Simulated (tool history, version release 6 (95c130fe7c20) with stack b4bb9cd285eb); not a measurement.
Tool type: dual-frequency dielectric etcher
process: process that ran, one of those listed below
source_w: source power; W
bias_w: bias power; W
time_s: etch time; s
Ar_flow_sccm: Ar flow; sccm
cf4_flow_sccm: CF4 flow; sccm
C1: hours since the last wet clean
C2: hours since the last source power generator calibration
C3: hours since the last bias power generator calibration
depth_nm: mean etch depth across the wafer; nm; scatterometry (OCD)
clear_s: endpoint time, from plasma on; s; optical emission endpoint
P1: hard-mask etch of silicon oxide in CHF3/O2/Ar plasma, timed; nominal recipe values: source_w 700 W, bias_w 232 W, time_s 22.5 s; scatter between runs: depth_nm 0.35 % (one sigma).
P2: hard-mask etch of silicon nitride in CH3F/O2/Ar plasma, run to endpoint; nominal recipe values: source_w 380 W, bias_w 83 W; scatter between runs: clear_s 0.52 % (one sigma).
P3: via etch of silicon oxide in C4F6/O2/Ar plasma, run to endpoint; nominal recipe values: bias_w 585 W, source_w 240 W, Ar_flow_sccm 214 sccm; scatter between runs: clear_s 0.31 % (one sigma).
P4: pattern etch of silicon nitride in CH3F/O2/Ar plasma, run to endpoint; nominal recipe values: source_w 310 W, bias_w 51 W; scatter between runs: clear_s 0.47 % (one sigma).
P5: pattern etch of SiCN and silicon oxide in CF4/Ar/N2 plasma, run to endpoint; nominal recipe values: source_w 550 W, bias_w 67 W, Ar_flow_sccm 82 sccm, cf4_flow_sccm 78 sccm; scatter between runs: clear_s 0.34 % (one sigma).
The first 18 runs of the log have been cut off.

run 19 hour=237.2 | process=P5 source_w=550 bias_w=67 Ar_flow_sccm=82 cf4_flow_sccm=78 | C1=470.2 C2=1820.9 C3=93.9 | clear_s=14.626
run 20 hour=246.1 | process=P5 source_w=440 bias_w=67 Ar_flow_sccm=82 cf4_flow_sccm=78 | C1=479.1 C2=1829.8 C3=102.8 | clear_s=17.892
run 21 hour=258.6 | process=P1 source_w=700 bias_w=232 time_s=17.5 | C1=491.6 C2=1842.3 C3=115.3 | depth_nm=39.397
run 22 hour=266.5 | process=P4 source_w=310 bias_w=31 | C1=499.5 C2=1850.2 C3=123.2 | clear_s=107.71
run 23 hour=273.6 | process=P1 source_w=450 bias_w=232 time_s=22.5 | C1=506.6 C2=1857.3 C3=130.3 | depth_nm=42.982
run 24 hour=282.5 | process=P3 source_w=240 bias_w=585 Ar_flow_sccm=303 | C1=515.5 C2=1866.2 C3=139.2 | clear_s=37.152
run 25 hour=292.6 | process=P1 source_w=700 bias_w=232 time_s=22.5 | C1=525.6 C2=1876.3 C3=149.3 | depth_nm=50.558
run 26 hour=300.5 | process=P1 source_w=700 bias_w=232 time_s=22.5 | C1=533.5 C2=1884.2 C3=157.2 | depth_nm=50.759
run 27 hour=308.9 | process=P4 source_w=200 bias_w=51 | C1=541.9 C2=1892.6 C3=165.6 | clear_s=108.97
run 28 hour=316.1 | process=P5 source_w=550 bias_w=67 Ar_flow_sccm=82 cf4_flow_sccm=78 | C1=549.1 C2=1899.8 C3=172.8 | clear_s=14.624
run 29 hour=329.3 | process=P4 source_w=310 bias_w=51 | C1=562.3 C2=1913 C3=186 | clear_s=93.027
run 30 hour=338.5 | process=P1 source_w=700 bias_w=232 time_s=22.5 | C1=571.5 C2=1922.2 C3=195.2 | depth_nm=50.959
run 31 hour=347.9 | process=P1 source_w=700 bias_w=232 time_s=22.5 | C1=580.9 C2=1931.6 C3=204.6 | depth_nm=50.623

Run 32, settings as shown, results not yet in. Your forecast:
run 32 hour=357.2 | process=P1 source_w=700 bias_w=232 time_s=22.5 | C1=590.2 C2=1940.9 C3=213.9 | depth_nm=?

{"run 32": {"depth_nm": 50.291}}

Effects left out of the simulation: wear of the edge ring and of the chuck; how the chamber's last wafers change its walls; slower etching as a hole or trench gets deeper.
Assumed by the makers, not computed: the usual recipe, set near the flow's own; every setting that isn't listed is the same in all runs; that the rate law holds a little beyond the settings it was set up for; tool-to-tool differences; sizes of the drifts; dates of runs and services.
